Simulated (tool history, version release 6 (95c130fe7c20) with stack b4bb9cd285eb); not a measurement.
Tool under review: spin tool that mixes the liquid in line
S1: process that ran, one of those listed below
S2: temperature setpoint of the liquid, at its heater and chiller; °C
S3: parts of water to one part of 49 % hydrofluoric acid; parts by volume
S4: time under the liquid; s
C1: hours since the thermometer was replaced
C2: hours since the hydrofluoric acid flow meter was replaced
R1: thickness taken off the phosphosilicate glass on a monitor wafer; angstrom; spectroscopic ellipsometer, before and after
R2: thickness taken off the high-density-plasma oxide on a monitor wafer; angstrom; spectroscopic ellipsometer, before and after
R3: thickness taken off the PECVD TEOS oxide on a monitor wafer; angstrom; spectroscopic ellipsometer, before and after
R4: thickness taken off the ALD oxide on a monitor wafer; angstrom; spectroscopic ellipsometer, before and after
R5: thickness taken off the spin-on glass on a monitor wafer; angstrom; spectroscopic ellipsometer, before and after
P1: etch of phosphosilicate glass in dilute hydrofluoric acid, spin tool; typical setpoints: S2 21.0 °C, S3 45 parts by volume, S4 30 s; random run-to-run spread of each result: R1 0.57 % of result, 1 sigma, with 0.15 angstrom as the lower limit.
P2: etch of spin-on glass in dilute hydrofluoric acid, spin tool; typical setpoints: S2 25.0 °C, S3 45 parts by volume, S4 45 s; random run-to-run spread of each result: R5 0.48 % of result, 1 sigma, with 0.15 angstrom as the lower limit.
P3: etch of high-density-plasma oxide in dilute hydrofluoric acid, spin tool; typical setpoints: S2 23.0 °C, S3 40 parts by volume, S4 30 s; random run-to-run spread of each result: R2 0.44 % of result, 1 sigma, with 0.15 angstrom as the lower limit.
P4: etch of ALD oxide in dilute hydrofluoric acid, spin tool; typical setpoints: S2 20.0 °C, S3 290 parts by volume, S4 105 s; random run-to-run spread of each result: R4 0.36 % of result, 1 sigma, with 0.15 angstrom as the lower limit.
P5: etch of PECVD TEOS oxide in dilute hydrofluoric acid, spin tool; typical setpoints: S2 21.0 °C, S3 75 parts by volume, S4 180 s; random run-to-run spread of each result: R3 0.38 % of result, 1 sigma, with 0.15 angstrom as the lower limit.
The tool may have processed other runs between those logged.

{"run": 1, "day": 0.204, "S1": "P1", "S2": 21.0, "S3": 45, "S4": 30, "C1": 1517.7, "C2": 220.8, "R1": 535.75}
{"run": 2, "day": 0.604, "S1": "P3", "S2": 23.0, "S3": 40, "S4": 30, "C1": 1527.3, "C2": 230.4, "R2": 81.433}
{"run": 3, "day": 0.896, "S1": "P3", "S2": 29.5, "S3": 40, "S4": 30, "C1": 1534.3, "C2": 237.4, "R2": 105.61}
{"run": 4, "day": 1.296, "S1": "P5", "S2": 17.0, "S3": 75, "S4": 180, "C1": 1543.9, "C2": 247.0, "R3": 225.99}
{"run": 5, "day": 1.7, "S1": "P4", "S2": 25.0, "S3": 290, "S4": 105, "C1": 1553.6, "C2": 256.7, "R4": 102.36}
{"run": 6, "day": 2.062, "S1": "P2", "S2": 25.0, "S3": 65, "S4": 45, "C1": 1562.3, "C2": 265.4, "R5": 378.92}
{"run": 7, "day": 2.425, "S1": "P2", "S2": 25.0, "S3": 45, "S4": 45, "C1": 1571.0, "C2": 274.1, "R5": 561.44}
{"run": 8, "day": 2.862, "S1": "P1", "S2": 21.0, "S3": 45, "S4": 50, "C1": 1581.5, "C2": 284.6, "R1": 892.98}
{"run": 9, "day": 3.062, "S1": "P1", "S2": 26.0, "S3": 45, "S4": 30, "C1": 1586.3, "C2": 289.4, "R1": 652.71}
{"run": 10, "day": 3.262, "S1": "P1", "S2": 29.0, "S3": 25, "S4": 30, "C1": 1591.1, "C2": 294.2, "R1": 1389.6}
{"run": 11, "day": 3.646, "S1": "P4", "S2": 20.0, "S3": 290, "S4": 200, "C1": 1600.3, "C2": 303.4, "R4": 162.1}
{"run": 12, "day": 3.921, "S1": "P1", "S2": 26.5, "S3": 45, "S4": 15, "C1": 1606.9, "C2": 310.0, "R1": 336.11}
{"run": 13, "day": 4.129, "S1": "P5", "S2": 21.0, "S3": 75, "S4": 180, "C1": 1611.9, "C2": 315.0, "R3": 269.15}
{"run": 14, "day": 4.429, "S1": "P5", "S2": 21.0, "S3": 75, "S4": 20, "C1": 1619.1, "C2": 322.2, "R3": 30.154}
{"run": 15, "day": 4.862, "S1": "P1", "S2": 21.0, "S3": 45, "S4": 30, "C1": 1629.5, "C2": 332.6, "R1": 531.07}
{"run": 16, "day": 5.3, "S1": "P2", "S2": 25.0, "S3": 45, "S4": 45, "C1": 1640.0, "C2": 343.1, "R5": 556.07}
{"run": 17, "day": 5.617, "S1": "P5", "S2": 21.0, "S3": 75, "S4": 180, "C1": 1647.6, "C2": 350.7, "R3": 271.38}
{"run": 18, "day": 6.0, "S1": "P4", "S2": 20.0, "S3": 290, "S4": 105, "C1": 1656.8, "C2": 359.9, "R4": 85.331}
{"run": 19, "day": 6.338, "S1": "P2", "S2": 29.0, "S3": 45, "S4": 45, "C1": 1664.9, "C2": 368.0, "R5": 659.59}
{"run": 20, "day": 6.738, "S1": "P2", "S2": 25.0, "S3": 45, "S4": 75, "C1": 1674.5, "C2": 377.6, "R5": 919.26}
{"run": 21, "day": 6.971, "S1": "P1", "S2": 21.0, "S3": 20, "S4": 30, "C1": 1680.1, "C2": 383.2, "R1": 1236.3}
{"run": 22, "day": 7.171, "S1": "P4", "S2": 20.0, "S3": 435, "S4": 105, "C1": 1684.9, "C2": 388.0, "R4": 50.47}
{"run": 23, "day": 7.392, "S1": "P1", "S2": 21.0, "S3": 45, "S4": 30, "C1": 1690.2, "C2": 393.3, "R1": 533.57}
{"run": 24, "day": 7.696, "S1": "P1", "S2": 21.0, "S3": 65, "S4": 30, "C1": 1697.5, "C2": 400.6, "R1": 362.46}
{"run": 25, "day": 7.992, "S1": "P3", "S2": 23.0, "S3": 40, "S4": 50, "C1": 1704.6, "C2": 407.7, "R2": 134.49}
{"run": 26, "day": 8.283, "S1": "P1", "S2": 17.0, "S3": 45, "S4": 30, "C1": 1711.6, "C2": 414.7, "R1": 450.91}
{"run": 27, "day": 8.633, "S1": "P1", "S2": 21.0, "S3": 45, "S4": 30, "C1": 1720.0, "C2": 423.1, "R1": 537.36}
{"run": 28, "day": 8.925, "S1": "P3", "S2": 23.0, "S3": 65, "S4": 30, "C1": 1727.0, "C2": 430.1, "R2": 48.653}
{"run": 29, "day": 9.296, "S1": "P1", "S2": 21.0, "S3": 45, "S4": 15, "C1": 1735.9, "C2": 439.0, "R1": 268.49}
{"run": 30, "day": 9.738, "S1": "P1", "S2": 21.0, "S3": 45, "S4": 30, "C1": 1746.5, "C2": 449.6, "R1": 537.05}
{"run": 31, "day": 10.058, "S1": "P5", "S2": 21.0, "S3": 125, "S4": 180, "C1": 1754.2, "C2": 457.3, "R3": 151.82}
{"run": 32, "day": 10.379, "S1": "P1", "S2": 21.0, "S3": 45, "S4": 30, "C1": 1761.9, "C2": 465.0, "R1": 539.64}
{"run": 33, "day": 10.817, "S1": "P1", "S2": 21.0, "S3": 45, "S4": 30, "C1": 1772.4, "C2": 475.5, "R1": 564.35}
{"run": 34, "day": 11.092, "S1": "P1", "S2": 21.0, "S3": 45, "S4": 30, "C1": 1779.0, "C2": 482.1, "R1": 574.71}
{"run": 35, "day": 11.35, "S1": "P1", "S2": 21.0, "S3": 45, "S4": 30, "C1": 1785.2, "C2": 488.3, "R1": 580.05}
{"run": 36, "day": 11.683, "S1": "P1", "S2": 21.0, "S3": 45, "S4": 30, "C1": 1793.2, "C2": 496.3, "R1": 584.21}
{"run": 37, "day": 11.942, "S1": "P1", "S2": 21.0, "S3": 45, "S4": 30, "C1": 1799.4, "C2": 502.5, "R1": 590.64}
{"run": 38, "day": 12.379, "S1": "P1", "S2": 21.0, "S3": 45, "S4": 30, "C1": 1809.9, "C2": 513.0, "R1": 588.33}
{"run": 39, "day": 12.733, "S1": "P1", "S2": 21.0, "S3": 45, "S4": 30, "C1": 1818.4, "C2": 521.5, "R1": 592.4}
{"run": 40, "day": 13.033, "S1": "P1", "S2": 21.0, "S3": 45, "S4": 30, "C1": 1825.6, "C2": 528.7, "R1": 590.48}

P1 has crept away from where it was. The log is fitted equally well by each of these 2 causes, at the sizes shown:
A: hydrofluoric acid flow above the setpoint (%) = 9.98
B: liquid hotter than its thermometer reads (K) = 2.4
The process output started creeping at around day 10.379.

Listed below are the offered check runs, one wafer per run, with question marks in place of results. For which of them would the causes give clearly different outcomes?
{"run": "check 1", "day": 13.333, "S1": "P5", "S2": 21.0, "S3": 75, "S4": 180, "R3": "?"}
{"run": "check 2", "day": 13.333, "S1": "P2", "S2": 25.0, "S3": 45, "S4": 45, "R5": "?"}
{"run": "check 3", "day": 13.333, "S1": "P3", "S2": 23.0, "S3": 40, "S4": 30, "R2": "?"}
{"run": "check 4", "day": 13.333, "S1": "P4", "S2": 20.0, "S3": 290, "S4": 105, "R4": "?"}

Outcome of each check run for each possible cause:
check=check_1 result=R3 if_A=298.980 if_B=297.500
check=check_2 result=R5 if_A=617.98 if_B=616.03
check=check_3 result=R2 if_A=89.737 if_B=89.696
check=check_4 result=R4 if_A=96.046 if_B=92.992
Per-check spread between the two closest causes, in the result where they differ most: check 1 0.5 %; check 2 0.32 %; check 3 0.05 %; check 4 3.23 %
The causes can be told apart only by check 4. The other checks would give nearly the same results under each of them.

Check 4 was carried out, with these results: R4 95.352 angstrom. Which of the listed causes is responsible?

It is A: hydrofluoric acid flow above the setpoint (%).

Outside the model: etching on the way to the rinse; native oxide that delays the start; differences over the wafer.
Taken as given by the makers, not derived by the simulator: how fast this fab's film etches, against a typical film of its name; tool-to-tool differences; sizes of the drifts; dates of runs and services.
